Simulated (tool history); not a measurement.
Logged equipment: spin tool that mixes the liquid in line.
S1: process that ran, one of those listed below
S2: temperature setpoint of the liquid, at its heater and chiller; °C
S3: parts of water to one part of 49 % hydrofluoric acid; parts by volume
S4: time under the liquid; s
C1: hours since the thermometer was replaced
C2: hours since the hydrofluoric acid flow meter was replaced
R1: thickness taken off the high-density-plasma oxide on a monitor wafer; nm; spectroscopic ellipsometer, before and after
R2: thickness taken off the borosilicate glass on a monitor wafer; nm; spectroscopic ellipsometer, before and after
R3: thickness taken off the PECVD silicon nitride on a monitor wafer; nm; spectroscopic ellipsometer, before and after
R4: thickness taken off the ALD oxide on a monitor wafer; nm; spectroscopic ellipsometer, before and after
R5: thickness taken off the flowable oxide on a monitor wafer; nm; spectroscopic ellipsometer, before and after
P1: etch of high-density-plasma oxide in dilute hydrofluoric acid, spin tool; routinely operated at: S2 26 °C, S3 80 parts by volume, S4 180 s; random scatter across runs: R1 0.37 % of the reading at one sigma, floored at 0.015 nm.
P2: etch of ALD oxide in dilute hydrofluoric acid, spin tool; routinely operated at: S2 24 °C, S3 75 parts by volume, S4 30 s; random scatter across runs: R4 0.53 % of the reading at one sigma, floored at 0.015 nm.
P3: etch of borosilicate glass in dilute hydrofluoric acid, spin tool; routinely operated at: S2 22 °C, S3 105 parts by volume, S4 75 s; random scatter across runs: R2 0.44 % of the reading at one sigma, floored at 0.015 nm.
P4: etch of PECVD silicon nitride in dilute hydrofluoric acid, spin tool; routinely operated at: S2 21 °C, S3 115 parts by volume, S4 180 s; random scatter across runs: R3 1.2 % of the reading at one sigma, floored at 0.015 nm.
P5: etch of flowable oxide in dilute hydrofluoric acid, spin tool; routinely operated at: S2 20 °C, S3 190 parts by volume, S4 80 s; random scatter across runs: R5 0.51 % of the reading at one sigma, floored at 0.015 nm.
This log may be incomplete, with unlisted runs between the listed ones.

run 1 day=0.6 | S1=P1 S2=26 S3=80 S4=180 | C1=360.5 C2=158.5 | R1=17.472
run 2 day=1.088 | S1=P1 S2=26 S3=80 S4=180 | C1=372.2 C2=170.2 | R1=17.609
run 3 day=1.738 | S1=P3 S2=29 S3=105 S4=75 | C1=387.8 C2=185.8 | R2=33.078
run 4 day=2.117 | S1=P1 S2=30.5 S3=80 S4=180 | C1=396.9 C2=194.9 | R1=20.737
run 5 day=2.733 | S1=P1 S2=26 S3=80 S4=180 | C1=411.7 C2=209.7 | R1=17.354
run 6 day=3.292 | S1=P1 S2=26 S3=50 S4=180 | C1=425.1 C2=223.1 | R1=29.189
run 7 day=3.846 | S1=P4 S2=21 S3=115 S4=180 | C1=438.4 C2=236.4 | R3=2.1988
run 8 day=4.354 | S1=P3 S2=22 S3=45 S4=75 | C1=450.6 C2=248.6 | R2=62.63
run 9 day=5.025 | S1=P2 S2=17.5 S3=75 S4=30 | C1=466.7 C2=264.7 | R4=6.0852
run 10 day=5.35 | S1=P1 S2=26 S3=115 S4=180 | C1=474.5 C2=272.5 | R1=11.634
run 11 day=5.95 | S1=P4 S2=21 S3=115 S4=90 | C1=488.9 C2=286.9 | R3=1.0966
run 12 day=6.35 | S1=P1 S2=26 S3=105 S4=20 | C1=498.5 C2=296.5 | R1=1.4654
run 13 day=6.954 | S1=P2 S2=24 S3=75 S4=30 | C1=513 C2=311 | R4=8.0377
run 14 day=7.583 | S1=P2 S2=24 S3=75 S4=60 | C1=528.1 C2=326.1 | R4=16.09
run 15 day=8.025 | S1=P4 S2=21 S3=20 S4=180 | C1=538.7 C2=336.7 | R3=11.929
run 16 day=8.342 | S1=P5 S2=20 S3=190 S4=80 | C1=546.3 C2=344.3 | R5=11.681
run 17 day=8.858 | S1=P1 S2=26 S3=80 S4=310 | C1=558.7 C2=356.7 | R1=30.098
run 18 day=9.208 | S1=P1 S2=26 S3=80 S4=180 | C1=567.1 C2=365.1 | R1=17.493
run 19 day=9.608 | S1=P1 S2=26 S3=80 S4=180 | C1=576.7 C2=374.7 | R1=17.572
run 20 day=10.058 | S1=P3 S2=22 S3=105 S4=75 | C1=587.5 C2=385.5 | R2=25.288
run 21 day=10.542 | S1=P4 S2=17 S3=115 S4=180 | C1=599.1 C2=397.1 | R3=1.664
run 22 day=11.042 | S1=P1 S2=26 S3=80 S4=180 | C1=611.1 C2=409.1 | R1=17.477
run 23 day=11.425 | S1=P1 S2=26 S3=80 S4=180 | C1=620.3 C2=418.3 | R1=17.442
run 24 day=12.033 | S1=P5 S2=20 S3=190 S4=15 | C1=634.9 C2=432.9 | R5=2.1522
run 25 day=12.517 | S1=P5 S2=20 S3=315 S4=80 | C1=646.5 C2=444.5 | R5=6.293
run 26 day=13.175 | S1=P5 S2=20 S3=190 S4=80 | C1=662.3 C2=460.3 | R5=11.609
run 27 day=13.5 | S1=P5 S2=26 S3=190 S4=80 | C1=670.1 C2=468.1 | R5=14.565
run 28 day=14.138 | S1=P3 S2=22 S3=105 S4=15 | C1=685.4 C2=483.4 | R2=5.0103
run 29 day=14.458 | S1=P1 S2=19 S3=80 S4=180 | C1=693.1 C2=491.1 | R1=13.088
run 30 day=15.096 | S1=P1 S2=26 S3=80 S4=25 | C1=708.4 C2=506.4 | R1=2.4272
run 31 day=15.717 | S1=P2 S2=24 S3=125 S4=30 | C1=723.3 C2=521.3 | R4=4.5182
run 32 day=16.304 | S1=P1 S2=26 S3=80 S4=180 | C1=737.4 C2=535.4 | R1=17.563
run 33 day=16.804 | S1=P1 S2=26 S3=80 S4=180 | C1=749.4 C2=547.4 | R1=17.058
run 34 day=17.1 | S1=P1 S2=26 S3=80 S4=180 | C1=756.5 C2=554.5 | R1=16.986
run 35 day=17.471 | S1=P1 S2=26 S3=80 S4=180 | C1=765.4 C2=563.4 | R1=16.894
run 36 day=18.046 | S1=P1 S2=26 S3=80 S4=180 | C1=779.2 C2=577.2 | R1=16.614
run 37 day=18.371 | S1=P1 S2=26 S3=80 S4=180 | C1=787 C2=585 | R1=16.669
run 38 day=18.817 | S1=P1 S2=26 S3=80 S4=180 | C1=797.7 C2=595.7 | R1=16.563
run 39 day=19.288 | S1=P1 S2=26 S3=80 S4=180 | C1=809 C2=607 | R1=16.469
run 40 day=19.679 | S1=P1 S2=26 S3=80 S4=180 | C1=818.4 C2=616.4 | R1=16.554
run 41 day=20.062 | S1=P1 S2=26 S3=80 S4=180 | C1=827.6 C2=625.6 | R1=16.452
run 42 day=20.396 | S1=P1 S2=26 S3=80 S4=180 | C1=835.6 C2=633.6 | R1=16.485
run 43 day=20.958 | S1=P1 S2=26 S3=80 S4=180 | C1=849.1 C2=647.1 | R1=16.63

What P1 gives has crept off from where it sat before. The 2 causes that follow fit the log equally well, each at the size noted:
A: liquid colder than its thermometer reads (K) = 1.51
B: hydrofluoric acid flow below the setpoint (%) = 5.24
The onset of the drift is placed at about day 16.304.

You are offered 4 check runs, listed below with question marks in place of their results; each one averages 5 wafers. Which run separates the listed causes by giving clearly different results for each?
run check 1 day=21.521 | S1=P5 S2=20 S3=190 S4=80 | R5=?
run check 2 day=21.521 | S1=P2 S2=24 S3=75 S4=30 | R4=?
run check 3 day=21.521 | S1=P3 S2=22 S3=105 S4=75 | R2=?
run check 4 day=21.521 | S1=P4 S2=21 S3=115 S4=180 | R3=?

If the cause were each of the candidates in turn, the checks would give the following:
check=check_1 result=R5 if_A=10.93 if_B=10.874
check=check_2 result=R4 if_A=7.5589 if_B=7.5755
check=check_3 result=R2 if_A=23.652 if_B=23.665
check=check_4 result=R3 if_A=1.9856 if_B=2.086
Distance between the nearest two causes, measured in the result of the check that separates them most: check 1 0.51 %; check 2 0.22 %; check 3 0.05 %; check 4 4.93 %
Check 4 tells the causes apart: in the others they would give nearly the same result.

Check 4 has now been run. It gave: R3 1.9979 nm. Which of the candidate causes is it?

The cause is A: liquid colder than its thermometer reads (K).
